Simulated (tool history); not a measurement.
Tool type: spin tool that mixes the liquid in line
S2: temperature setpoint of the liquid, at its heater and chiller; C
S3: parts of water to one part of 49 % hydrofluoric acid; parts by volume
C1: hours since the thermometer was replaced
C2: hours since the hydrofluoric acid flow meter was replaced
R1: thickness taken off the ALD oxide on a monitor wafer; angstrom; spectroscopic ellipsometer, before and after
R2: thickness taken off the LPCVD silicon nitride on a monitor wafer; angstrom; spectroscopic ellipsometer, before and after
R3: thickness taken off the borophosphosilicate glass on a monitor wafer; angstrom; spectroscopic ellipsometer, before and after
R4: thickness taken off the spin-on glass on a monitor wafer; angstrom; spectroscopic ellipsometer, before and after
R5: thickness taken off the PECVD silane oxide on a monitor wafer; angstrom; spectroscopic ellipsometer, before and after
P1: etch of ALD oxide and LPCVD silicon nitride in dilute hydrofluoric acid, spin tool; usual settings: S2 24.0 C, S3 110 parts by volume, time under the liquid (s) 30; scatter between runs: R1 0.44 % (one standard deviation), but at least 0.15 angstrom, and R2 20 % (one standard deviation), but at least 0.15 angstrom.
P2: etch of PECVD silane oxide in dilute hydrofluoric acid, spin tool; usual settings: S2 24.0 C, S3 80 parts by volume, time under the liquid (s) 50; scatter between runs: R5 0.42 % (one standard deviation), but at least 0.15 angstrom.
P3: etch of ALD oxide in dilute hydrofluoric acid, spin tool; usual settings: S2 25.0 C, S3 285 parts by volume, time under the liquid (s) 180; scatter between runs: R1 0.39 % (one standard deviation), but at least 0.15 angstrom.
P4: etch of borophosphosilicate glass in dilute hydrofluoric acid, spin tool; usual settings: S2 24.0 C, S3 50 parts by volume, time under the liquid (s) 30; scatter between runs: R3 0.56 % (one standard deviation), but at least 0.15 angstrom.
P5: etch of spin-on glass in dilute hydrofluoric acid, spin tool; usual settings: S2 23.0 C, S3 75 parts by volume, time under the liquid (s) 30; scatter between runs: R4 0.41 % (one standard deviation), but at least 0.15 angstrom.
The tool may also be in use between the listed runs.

{"run": 1, "hour": 4.8, "process that ran": "P1", "S2": 24.0, "S3": 110, "time under the liquid (s)": 30, "C1": 531.6, "C2": 330.3, "R1": 88.719, "R2": 0.82417}
{"run": 2, "hour": 12.9, "process that ran": "P1", "S2": 24.0, "S3": 110, "time under the liquid (s)": 15, "C1": 539.7, "C2": 338.4, "R1": 44.334, "R2": 0.36652}
{"run": 3, "hour": 20.2, "process that ran": "P1", "S2": 24.0, "S3": 110, "time under the liquid (s)": 30, "C1": 547.0, "C2": 345.7, "R1": 88.117, "R2": 1.1544}
{"hour": 24.8, "done": "thermometer replaced"}
{"run": 4, "hour": 29.4, "process that ran": "P1", "S2": 24.0, "S3": 110, "time under the liquid (s)": 30, "C1": 4.7, "C2": 354.9, "R1": 88.533, "R2": 1.704}
{"run": 5, "hour": 38.3, "process that ran": "P1", "S2": 24.0, "S3": 65, "time under the liquid (s)": 30, "C1": 13.6, "C2": 363.8, "R1": 158.6, "R2": 1.8665}
{"run": 6, "hour": 43.1, "process that ran": "P4", "S2": 24.0, "S3": 50, "time under the liquid (s)": 30, "C1": 18.4, "C2": 368.6, "R3": 286.99}
{"run": 7, "hour": 48.7, "process that ran": "P1", "S2": 24.0, "S3": 110, "time under the liquid (s)": 30, "C1": 24.0, "C2": 374.2, "R1": 87.943, "R2": 1.175}
{"run": 8, "hour": 58.1, "process that ran": "P1", "S2": 20.0, "S3": 110, "time under the liquid (s)": 30, "C1": 33.4, "C2": 383.6, "R1": 75.093, "R2": 1.0171}
{"run": 9, "hour": 67.7, "process that ran": "P3", "S2": 33.0, "S3": 285, "time under the liquid (s)": 180, "C1": 43.0, "C2": 393.2, "R1": 81.024}
{"run": 10, "hour": 73.8, "process that ran": "P5", "S2": 23.0, "S3": 75, "time under the liquid (s)": 30, "C1": 49.1, "C2": 399.3, "R4": 239.26}
{"run": 11, "hour": 79.6, "process that ran": "P5", "S2": 23.0, "S3": 140, "time under the liquid (s)": 30, "C1": 54.9, "C2": 405.1, "R4": 119.35}
{"run": 12, "hour": 84.8, "process that ran": "P1", "S2": 24.0, "S3": 110, "time under the liquid (s)": 30, "C1": 60.1, "C2": 410.3, "R1": 88.894, "R2": 0.85229}
{"run": 13, "hour": 89.7, "process that ran": "P4", "S2": 24.0, "S3": 30, "time under the liquid (s)": 30, "C1": 65.0, "C2": 415.2, "R3": 493.95}
{"run": 14, "hour": 95.4, "process that ran": "P2", "S2": 24.0, "S3": 80, "time under the liquid (s)": 50, "C1": 70.7, "C2": 420.9, "R5": 317.9}
{"run": 15, "hour": 102.2, "process that ran": "P1", "S2": 28.0, "S3": 60, "time under the liquid (s)": 30, "C1": 77.5, "C2": 427.7, "R1": 201.35, "R2": 2.575}
{"run": 16, "hour": 108.1, "process that ran": "P3", "S2": 25.0, "S3": 400, "time under the liquid (s)": 180, "C1": 83.4, "C2": 433.6, "R1": 40.007}
{"run": 17, "hour": 116.2, "process that ran": "P1", "S2": 24.0, "S3": 200, "time under the liquid (s)": 30, "C1": 91.5, "C2": 441.7, "R1": 44.217, "R2": 0.60832}
{"run": 18, "hour": 125.5, "process that ran": "P1", "S2": 32.0, "S3": 110, "time under the liquid (s)": 30, "C1": 100.8, "C2": 451.0, "R1": 120.3, "R2": 2.5364}
{"run": 19, "hour": 131.6, "process that ran": "P2", "S2": 30.0, "S3": 80, "time under the liquid (s)": 50, "C1": 106.9, "C2": 457.1, "R5": 401.47}
{"run": 20, "hour": 141.6, "process that ran": "P5", "S2": 23.0, "S3": 75, "time under the liquid (s)": 15, "C1": 116.9, "C2": 467.1, "R4": 119.8}
{"run": 21, "hour": 146.3, "process that ran": "P1", "S2": 24.0, "S3": 110, "time under the liquid (s)": 50, "C1": 121.6, "C2": 471.8, "R1": 145.93, "R2": 1.751}
{"run": 22, "hour": 153.4, "process that ran": "P2", "S2": 24.0, "S3": 125, "time under the liquid (s)": 50, "C1": 128.7, "C2": 478.9, "R5": 191.5}
{"run": 23, "hour": 159.2, "process that ran": "P3", "S2": 25.0, "S3": 285, "time under the liquid (s)": 300, "C1": 134.5, "C2": 484.7, "R1": 105.18}
{"run": 24, "hour": 168.6, "process that ran": "P4", "S2": 24.0, "S3": 50, "time under the liquid (s)": 65, "C1": 143.9, "C2": 494.1, "R3": 619.13}
{"run": 25, "hour": 178.5, "process that ran": "P2", "S2": 24.0, "S3": 80, "time under the liquid (s)": 15, "C1": 153.8, "C2": 504.0, "R5": 95.122}
{"run": 26, "hour": 185.6, "process that ran": "P3", "S2": 25.0, "S3": 285, "time under the liquid (s)": 180, "C1": 160.9, "C2": 511.1, "R1": 62.709}
{"run": 27, "hour": 195.9, "process that ran": "P1", "S2": 24.0, "S3": 110, "time under the liquid (s)": 30, "C1": 171.2, "C2": 521.4, "R1": 89.016, "R2": 1.4105}
{"run": 28, "hour": 203.4, "process that ran": "P5", "S2": 31.0, "S3": 75, "time under the liquid (s)": 30, "C1": 178.7, "C2": 528.9, "R4": 327.11}
{"run": 29, "hour": 211.2, "process that ran": "P4", "S2": 31.5, "S3": 50, "time under the liquid (s)": 30, "C1": 186.5, "C2": 536.7, "R3": 385.39}
{"run": 30, "hour": 216.7, "process that ran": "P5", "S2": 23.0, "S3": 75, "time under the liquid (s)": 30, "C1": 192.0, "C2": 542.2, "R4": 240.71}
{"run": 31, "hour": 226.7, "process that ran": "P1", "S2": 24.0, "S3": 110, "time under the liquid (s)": 30, "C1": 202.0, "C2": 552.2, "R1": 89.103, "R2": 0.77593}
{"run": 32, "hour": 233.8, "process that ran": "P1", "S2": 24.0, "S3": 110, "time under the liquid (s)": 30, "C1": 209.1, "C2": 559.3, "R1": 85.468, "R2": 1.3988}
{"run": 33, "hour": 240.7, "process that ran": "P1", "S2": 24.0, "S3": 110, "time under the liquid (s)": 30, "C1": 216.0, "C2": 566.2, "R1": 84.538, "R2": 0.47326}
{"run": 34, "hour": 245.5, "process that ran": "P1", "S2": 24.0, "S3": 110, "time under the liquid (s)": 30, "C1": 220.8, "C2": 571.0, "R1": 82.943, "R2": 1.359}
{"run": 35, "hour": 250.5, "process that ran": "P1", "S2": 24.0, "S3": 110, "time under the liquid (s)": 30, "C1": 225.8, "C2": 576.0, "R1": 84.051, "R2": 0.50021}
{"run": 36, "hour": 257.7, "process that ran": "P1", "S2": 24.0, "S3": 110, "time under the liquid (s)": 30, "C1": 233.0, "C2": 583.2, "R1": 82.808, "R2": 1.3949}
{"run": 37, "hour": 265.4, "process that ran": "P1", "S2": 24.0, "S3": 110, "time under the liquid (s)": 30, "C1": 240.7, "C2": 590.9, "R1": 82.323, "R2": 1.0732}
{"run": 38, "hour": 273.8, "process that ran": "P1", "S2": 24.0, "S3": 110, "time under the liquid (s)": 30, "C1": 249.1, "C2": 599.3, "R1": 80.721, "R2": 1.3779}
{"run": 39, "hour": 284.5, "process that ran": "P1", "S2": 24.0, "S3": 110, "time under the liquid (s)": 30, "C1": 259.8, "C2": 610.0, "R1": 82.329, "R2": 0.87109}
{"run": 40, "hour": 294.5, "process that ran": "P1", "S2": 24.0, "S3": 110, "time under the liquid (s)": 30, "C1": 269.8, "C2": 620.0, "R1": 81.679, "R2": 1.0885}
{"run": 41, "hour": 302.7, "process that ran": "P1", "S2": 24.0, "S3": 110, "time under the liquid (s)": 30, "C1": 278.0, "C2": 628.2, "R1": 81.061, "R2": 1.0922}

Something has made what P1 gives creep away from where it was; the 2 causes below, each at its own stated size, fit the log equally well:
A: liquid colder than its thermometer reads (K) = 2.17
B: hydrofluoric acid flow below the setpoint (%) = 7.27
At approximately hour 226.7, the process output began to creep.

Listed below are the offered check runs, one wafer per run, with question marks in place of results. For which of them would the causes give clearly different outcomes?
{"run": "check 1", "hour": 310.9, "process that ran": "P5", "S2": 27.5, "S3": 75, "time under the liquid (s)": 30, "R4": "?"}
{"run": "check 2", "hour": 310.9, "process that ran": "P2", "S2": 24.0, "S3": 120, "time under the liquid (s)": 50, "R5": "?"}
{"run": "check 3", "hour": 310.9, "process that ran": "P4", "S2": 24.0, "S3": 50, "time under the liquid (s)": 60, "R3": "?"}
{"run": "check 4", "hour": 310.9, "process that ran": "P3", "S2": 33.0, "S3": 285, "time under the liquid (s)": 180, "R1": "?"}

Check results expected under each cause:
check=check_1 result=R4 if_A=264.11 if_B=264.69
check=check_2 result=R5 if_A=184.570 if_B=184.380
check=check_3 result=R3 if_A=523.66 if_B=528.61
check=check_4 result=R1 if_A=76.564 if_B=74.103
Per-check spread between the two closest causes, in the result where they differ most: check 1 0.22 %; check 2 0.1 %; check 3 0.94 %; check 4 3.27 %
Of the check runs offered, only check 4 discriminates between the causes; the rest would read about the same regardless of which cause applies.

Here is what check 4 returned: R1 74.146 angstrom. Which cause is it?

It is B: hydrofluoric acid flow below the setpoint (%).
